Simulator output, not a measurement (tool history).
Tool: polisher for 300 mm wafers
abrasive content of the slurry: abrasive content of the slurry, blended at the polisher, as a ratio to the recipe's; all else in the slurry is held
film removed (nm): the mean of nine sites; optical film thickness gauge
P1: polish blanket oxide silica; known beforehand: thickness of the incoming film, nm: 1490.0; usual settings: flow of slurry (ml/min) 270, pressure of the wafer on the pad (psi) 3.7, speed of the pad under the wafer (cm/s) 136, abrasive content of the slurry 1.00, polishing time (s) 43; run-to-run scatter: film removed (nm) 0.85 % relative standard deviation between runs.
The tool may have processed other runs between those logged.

| run | hour | flow of slurry (ml/min) | pressure of the wafer on the pad (psi) | speed of the pad under the wafer (cm/s) | abrasive content of the slurry | polishing time (s) | film removed (nm) |
|---|---|---|---|---|---|---|---|
| 1 | 4.2 | 270 | 3.7 | 136 | 1.00 | 43 | 124.330 |
| 2 | 11.2 | 270 | 3.7 | 136 | 1.00 | 43 | 126.580 |
| 3 | 18.0 | 270 | 3.7 | 86 | 1.00 | 43 | 86.341 |
| 4 | 24.4 | 160 | 3.7 | 136 | 1.00 | 43 | 116.720 |
| 5 | 27.9 | 425 | 3.7 | 136 | 1.00 | 43 | 132.680 |
| 6 | 34.3 | 270 | 3.7 | 136 | 0.50 | 43 | 85.837 |
| 7 | 41.3 | 270 | 3.7 | 136 | 1.00 | 43 | 124.570 |
| 8 | 46.6 | 270 | 3.7 | 172 | 1.00 | 43 | 152.960 |
| 9 | 52.9 | 270 | 5.8 | 136 | 1.00 | 43 | 196.190 |
| 10 | 58.1 | 270 | 3.7 | 136 | 1.00 | 24 | 69.863 |
| 11 | 62.3 | 340 | 5.0 | 136 | 1.00 | 43 | 170.420 |
| 12 | 67.0 | 270 | 3.7 | 136 | 1.00 | 43 | 125.680 |
| 13 | 70.8 | 270 | 1.9 | 136 | 1.00 | 43 | 64.833 |
| 14 | 74.3 | 270 | 3.7 | 136 | 1.25 | 43 | 138.610 |
| 15 | 81.2 | 270 | 3.7 | 136 | 1.00 | 43 | 124.190 |
| 16 | 84.9 | 270 | 3.7 | 136 | 1.00 | 59 | 173.020 |
| 17 | 90.9 | 270 | 3.7 | 136 | 1.00 | 43 | 126.490 |
| 18 | 96.5 | 270 | 3.7 | 136 | 1.00 | 43 | 125.520 |
| 19 | 103.5 | 270 | 3.7 | 136 | 1.00 | 43 | 121.460 |
| 20 | 109.4 | 270 | 3.7 | 136 | 1.00 | 43 | 119.610 |
| 21 | 114.6 | 270 | 3.7 | 136 | 1.00 | 43 | 118.600 |
| 22 | 120.2 | 270 | 3.7 | 136 | 1.00 | 43 | 117.680 |

Run 23 is up next; what results do you expect?
|  | 123.4 | conditioning disc replaced and pad reconditioned |
| 23 | 125.8 | 270 | 3.7 | 136 | 1.00 | 43 | ? |

Run 23 came out at film removed (nm) 114.670.
